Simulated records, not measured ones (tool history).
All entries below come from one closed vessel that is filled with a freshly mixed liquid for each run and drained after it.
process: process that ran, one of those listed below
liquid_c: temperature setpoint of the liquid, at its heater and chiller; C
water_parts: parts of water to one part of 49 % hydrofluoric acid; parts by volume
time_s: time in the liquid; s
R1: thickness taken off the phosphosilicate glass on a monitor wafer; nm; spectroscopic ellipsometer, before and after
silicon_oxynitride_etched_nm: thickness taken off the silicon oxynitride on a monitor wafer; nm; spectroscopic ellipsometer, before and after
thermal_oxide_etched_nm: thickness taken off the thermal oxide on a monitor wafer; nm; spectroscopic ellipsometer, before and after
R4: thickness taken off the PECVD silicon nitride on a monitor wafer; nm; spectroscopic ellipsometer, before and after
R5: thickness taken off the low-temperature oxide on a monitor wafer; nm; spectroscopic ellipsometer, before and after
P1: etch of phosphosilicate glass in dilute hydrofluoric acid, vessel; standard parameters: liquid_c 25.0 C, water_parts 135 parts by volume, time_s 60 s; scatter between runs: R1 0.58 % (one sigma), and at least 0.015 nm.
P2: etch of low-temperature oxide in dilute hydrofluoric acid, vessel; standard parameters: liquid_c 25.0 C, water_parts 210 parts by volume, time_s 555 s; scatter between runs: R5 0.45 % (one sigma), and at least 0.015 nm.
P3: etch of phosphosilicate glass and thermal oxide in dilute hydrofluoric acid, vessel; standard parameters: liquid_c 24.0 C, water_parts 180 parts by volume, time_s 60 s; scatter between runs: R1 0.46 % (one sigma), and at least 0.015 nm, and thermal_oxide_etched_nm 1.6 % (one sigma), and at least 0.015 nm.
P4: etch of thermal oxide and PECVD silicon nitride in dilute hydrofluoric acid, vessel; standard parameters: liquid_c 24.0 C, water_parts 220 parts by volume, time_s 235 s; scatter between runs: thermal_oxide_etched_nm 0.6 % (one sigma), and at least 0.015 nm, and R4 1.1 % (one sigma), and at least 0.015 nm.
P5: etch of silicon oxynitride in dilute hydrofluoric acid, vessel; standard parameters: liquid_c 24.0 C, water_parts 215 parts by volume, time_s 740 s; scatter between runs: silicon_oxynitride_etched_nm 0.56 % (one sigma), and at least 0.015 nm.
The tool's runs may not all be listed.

Run 1, hour 16.2: process P1, liquid_c 25.0 C, water_parts 135 parts by volume, time_s 60 s. Result: R1 76.0590 nm.
Run 2, hour 25.5: process P5, liquid_c 24.0 C, water_parts 215 parts by volume, time_s 740 s. Result: silicon_oxynitride_etched_nm 14.0930 nm.
Run 3, hour 34.2: process P1, liquid_c 32.5 C, water_parts 135 parts by volume, time_s 60 s. Result: R1 100.0800 nm.
Run 4, hour 52.1: process P4, liquid_c 24.0 C, water_parts 220 parts by volume, time_s 235 s. Result: thermal_oxide_etched_nm 4.66580 nm, R4 1.8042 nm.
Run 5, hour 66.8: process P2, liquid_c 25.0 C, water_parts 210 parts by volume, time_s 860 s. Result: R5 54.378 nm.
Run 6, hour 85.5: process P2, liquid_c 25.0 C, water_parts 210 parts by volume, time_s 555 s. Result: R5 35.164 nm.
Run 7, hour 96.8: process P3, liquid_c 24.0 C, water_parts 330 parts by volume, time_s 60 s. Result: R1 8.6731 nm, thermal_oxide_etched_nm 0.61708 nm.
Run 8, hour 107.0: process P1, liquid_c 25.0 C, water_parts 135 parts by volume, time_s 30 s. Result: R1 37.9690 nm.
Run 9, hour 119.8: process P2, liquid_c 25.0 C, water_parts 305 parts by volume, time_s 555 s. Result: R5 22.023 nm.
Run 10, hour 132.3: process P4, liquid_c 24.0 C, water_parts 45 parts by volume, time_s 235 s. Result: thermal_oxide_etched_nm 28.52100 nm, R4 8.7796 nm.
Run 11, hour 143.5: process P3, liquid_c 17.0 C, water_parts 180 parts by volume, time_s 60 s. Result: R1 14.1850 nm, thermal_oxide_etched_nm 1.05070 nm.
Run 12, hour 158.9: process P3, liquid_c 24.0 C, water_parts 180 parts by volume, time_s 90 s. Result: R1 27.6650 nm, thermal_oxide_etched_nm 2.10130 nm.
Run 13, hour 175.9: process P5, liquid_c 24.0 C, water_parts 215 parts by volume, time_s 1420 s. Result: silicon_oxynitride_etched_nm 26.7010 nm.
Run 14, hour 186.7: process P1, liquid_c 25.0 C, water_parts 135 parts by volume, time_s 60 s. Result: R1 75.6350 nm.
Run 15, hour 205.1: process P1, liquid_c 25.0 C, water_parts 230 parts by volume, time_s 60 s. Result: R1 39.9060 nm.
Run 16, hour 219.1: process P1, liquid_c 25.0 C, water_parts 135 parts by volume, time_s 60 s. Result: R1 76.3380 nm.
Run 17, hour 227.7: process P5, liquid_c 24.0 C, water_parts 215 parts by volume, time_s 740 s. Result: silicon_oxynitride_etched_nm 14.0460 nm.
Run 18, hour 243.3: process P5, liquid_c 19.5 C, water_parts 215 parts by volume, time_s 740 s. Result: silicon_oxynitride_etched_nm 11.4510 nm.
Run 19, hour 257.8: process P1, liquid_c 25.0 C, water_parts 80 parts by volume, time_s 60 s. Result: R1 137.3600 nm.
Run 20, hour 271.1: process P2, liquid_c 17.0 C, water_parts 210 parts by volume, time_s 555 s. Result: R5 25.942 nm.
Run 21, hour 279.3: process P3, liquid_c 24.0 C, water_parts 180 parts by volume, time_s 60 s. Result: R1 18.4600 nm, thermal_oxide_etched_nm 1.35980 nm.
Run 22, hour 295.6: process P4, liquid_c 18.5 C, water_parts 220 parts by volume, time_s 235 s. Result: thermal_oxide_etched_nm 3.82900 nm, R4 1.2880 nm.
Run 23, hour 307.0: process P1, liquid_c 25.0 C, water_parts 135 parts by volume, time_s 60 s. Result: R1 75.9790 nm.
Run 24, hour 325.3: process P5, liquid_c 24.0 C, water_parts 390 parts by volume, time_s 740 s. Result: silicon_oxynitride_etched_nm 6.9494 nm.
Run 25, hour 342.8: process P1, liquid_c 25.0 C, water_parts 135 parts by volume, time_s 100 s. Result: R1 127.2000 nm.
Run 26, hour 361.3: process P2, liquid_c 25.0 C, water_parts 210 parts by volume, time_s 555 s. Result: R5 34.994 nm.
Run 27, hour 370.4: process P1, liquid_c 25.0 C, water_parts 135 parts by volume, time_s 60 s. Result: R1 75.8350 nm.
Run 28, hour 383.8: process P1, liquid_c 32.0 C, water_parts 205 parts by volume, time_s 60 s. Result: R1 59.2000 nm.
Run 29, hour 394.0: process P4, liquid_c 24.0 C, water_parts 220 parts by volume, time_s 440 s. Result: thermal_oxide_etched_nm 8.97420 nm, R4 3.3354 nm.
Run 30, hour 404.1: process P1, liquid_c 17.0 C, water_parts 135 parts by volume, time_s 60 s. Result: R1 55.3110 nm.
Run 31, hour 413.1: process P4, liquid_c 24.0 C, water_parts 220 parts by volume, time_s 235 s. Result: thermal_oxide_etched_nm 4.74140 nm, R4 1.8228 nm.
Run 32, hour 431.4: process P1, liquid_c 25.0 C, water_parts 135 parts by volume, time_s 60 s. Result: R1 74.7590 nm.
Run 33, hour 440.0: process P1, liquid_c 25.0 C, water_parts 135 parts by volume, time_s 60 s. Result: R1 75.0330 nm.
Run 34, hour 453.2: process P1, liquid_c 25.0 C, water_parts 135 parts by volume, time_s 60 s. Result: R1 72.6150 nm.
Run 35, hour 469.3: process P1, liquid_c 25.0 C, water_parts 135 parts by volume, time_s 60 s. Result: R1 70.9160 nm.
Run 36, hour 485.3: process P1, liquid_c 25.0 C, water_parts 135 parts by volume, time_s 60 s. Result: R1 71.0070 nm.
Run 37, hour 497.2: process P1, liquid_c 25.0 C, water_parts 135 parts by volume, time_s 60 s. Result: R1 70.4110 nm.
Run 38, hour 511.4: process P1, liquid_c 25.0 C, water_parts 135 parts by volume, time_s 60 s. Result: R1 70.2950 nm.
Run 39, hour 523.3: process P1, liquid_c 25.0 C, water_parts 135 parts by volume, time_s 60 s. Result: R1 70.3670 nm.
Run 40, hour 536.9: process P1, liquid_c 25.0 C, water_parts 135 parts by volume, time_s 60 s. Result: R1 70.2480 nm.
Run 41, hour 549.8: process P1, liquid_c 25.0 C, water_parts 135 parts by volume, time_s 60 s. Result: R1 70.0470 nm.

What will run 42 give?
Run 42, hour 562.9: process P1, liquid_c 25.0 C, water_parts 135 parts by volume, time_s 60 s. Result: R1 ?.

R1: 69.6290 nm
